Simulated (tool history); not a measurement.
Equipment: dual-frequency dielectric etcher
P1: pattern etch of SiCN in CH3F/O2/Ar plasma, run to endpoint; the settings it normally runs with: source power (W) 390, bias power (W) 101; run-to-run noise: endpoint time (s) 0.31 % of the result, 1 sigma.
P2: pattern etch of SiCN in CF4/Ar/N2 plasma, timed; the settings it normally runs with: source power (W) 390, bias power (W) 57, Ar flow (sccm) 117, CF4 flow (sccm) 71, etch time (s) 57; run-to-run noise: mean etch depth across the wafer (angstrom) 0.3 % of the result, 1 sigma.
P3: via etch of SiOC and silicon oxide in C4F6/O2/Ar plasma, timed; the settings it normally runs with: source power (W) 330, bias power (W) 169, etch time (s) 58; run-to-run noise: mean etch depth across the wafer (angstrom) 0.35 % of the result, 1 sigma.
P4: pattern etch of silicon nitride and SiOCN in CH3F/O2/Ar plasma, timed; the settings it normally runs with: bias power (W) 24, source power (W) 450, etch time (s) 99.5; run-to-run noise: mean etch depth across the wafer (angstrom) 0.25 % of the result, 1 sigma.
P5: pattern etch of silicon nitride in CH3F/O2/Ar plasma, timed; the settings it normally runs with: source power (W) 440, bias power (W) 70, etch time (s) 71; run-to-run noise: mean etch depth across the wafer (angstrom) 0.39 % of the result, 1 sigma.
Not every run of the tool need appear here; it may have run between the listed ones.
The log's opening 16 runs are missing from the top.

| run | hour | process that ran | source power (W) | bias power (W) | etch time (s) | Ar flow (sccm) | CF4 flow (sccm) | hours since the last wet clean | hours since the last source power generator calibration | hours since the last bias power generator calibration | endpoint time (s) | mean etch depth across the wafer (angstrom) |
|---|---|---|---|---|---|---|---|---|---|---|---|---|
| 17 | 101.5 | P4 | 450 | 24 | 99.5 |  |  | 169.2 | 1828.5 | 1529.1 |  | 145.66 |
| 18 | 105.2 | P1 | 390 | 101 |  |  |  | 172.9 | 1832.2 | 1532.8 | 14.029 |  |
| 19 | 111.6 | P1 | 390 | 101 |  |  |  | 179.3 | 1838.6 | 1539.2 | 13.972 |  |
| 20 | 119.1 | P4 | 300 | 24 | 99.5 |  |  | 186.8 | 1846.1 | 1546.7 |  | 126.82 |
| 21 | 126.7 | P2 | 390 | 57 | 57 | 96 | 71 | 194.4 | 1853.7 | 1554.3 |  | 414.73 |
| 22 | 132 | P3 | 330 | 105 | 58 |  |  | 199.7 | 1859 | 1559.6 |  | 518.35 |
| 23 | 140.4 | P1 | 390 | 101 |  |  |  | 208.1 | 1867.4 | 1568 | 13.983 |  |
| 24 | 145.7 | P2 | 390 | 77 | 57 | 117 | 71 | 213.4 | 1872.7 | 1573.3 |  | 445.7 |
| 25 | 149.6 | P1 | 390 | 101 |  |  |  | 217.3 | 1876.6 | 1577.2 | 14.089 |  |
| 26 | 154.7 | P4 | 450 | 15 | 99.5 |  |  | 222.4 | 1881.7 | 1582.3 |  | 118.61 |
|  | 156.2 | source power generator calibrated |
| 27 | 159.5 | P1 | 390 | 62 |  |  |  | 227.2 | 3.3 | 1587.1 | 16.74 |  |
| 28 | 163.9 | P2 | 390 | 57 | 36.5 | 117 | 71 | 231.6 | 7.7 | 1591.5 |  | 257.28 |
| 29 | 169.4 | P3 | 460 | 169 | 58 |  |  | 237.1 | 13.2 | 1597 |  | 681.93 |
| 30 | 177.2 | P3 | 330 | 169 | 58 |  |  | 244.9 | 21 | 1604.8 |  | 595.43 |
| 31 | 183.8 | P5 | 440 | 42 | 71 |  |  | 251.5 | 27.6 | 1611.4 |  | 441.06 |
| 32 | 190 | P4 | 450 | 24 | 142 |  |  | 257.7 | 33.8 | 1617.6 |  | 207.44 |
| 33 | 195.5 | P1 | 390 | 101 |  |  |  | 263.2 | 39.3 | 1623.1 | 14.033 |  |
| 34 | 203.6 | P1 | 390 | 101 |  |  |  | 271.3 | 47.4 | 1631.2 | 13.894 |  |
| 35 | 211 | P1 | 390 | 101 |  |  |  | 278.7 | 54.8 | 1638.6 | 13.955 |  |
| 36 | 218.5 | P1 | 390 | 101 |  |  |  | 286.2 | 62.3 | 1646.1 | 13.853 |  |
| 37 | 224.5 | P1 | 390 | 101 |  |  |  | 292.2 | 68.3 | 1652.1 | 13.831 |  |
| 38 | 228.8 | P1 | 390 | 101 |  |  |  | 296.5 | 72.6 | 1656.4 | 13.838 |  |
|  | 231.9 | wet clean of the chamber |
| 39 | 233.1 | P1 | 390 | 101 |  |  |  | 1.2 | 76.9 | 1660.7 | 13.768 |  |
| 40 | 237.4 | P1 | 390 | 101 |  |  |  | 5.5 | 81.2 | 1665 | 13.812 |  |
| 41 | 244.1 | P1 | 390 | 101 |  |  |  | 12.2 | 87.9 | 1671.7 | 13.813 |  |

Predict the results of run 42:
| 42 | 248.3 | P1 | 390 | 101 |  |  |  | 16.4 | 92.1 | 1675.9 | ? |  |

endpoint time (s): 13.832
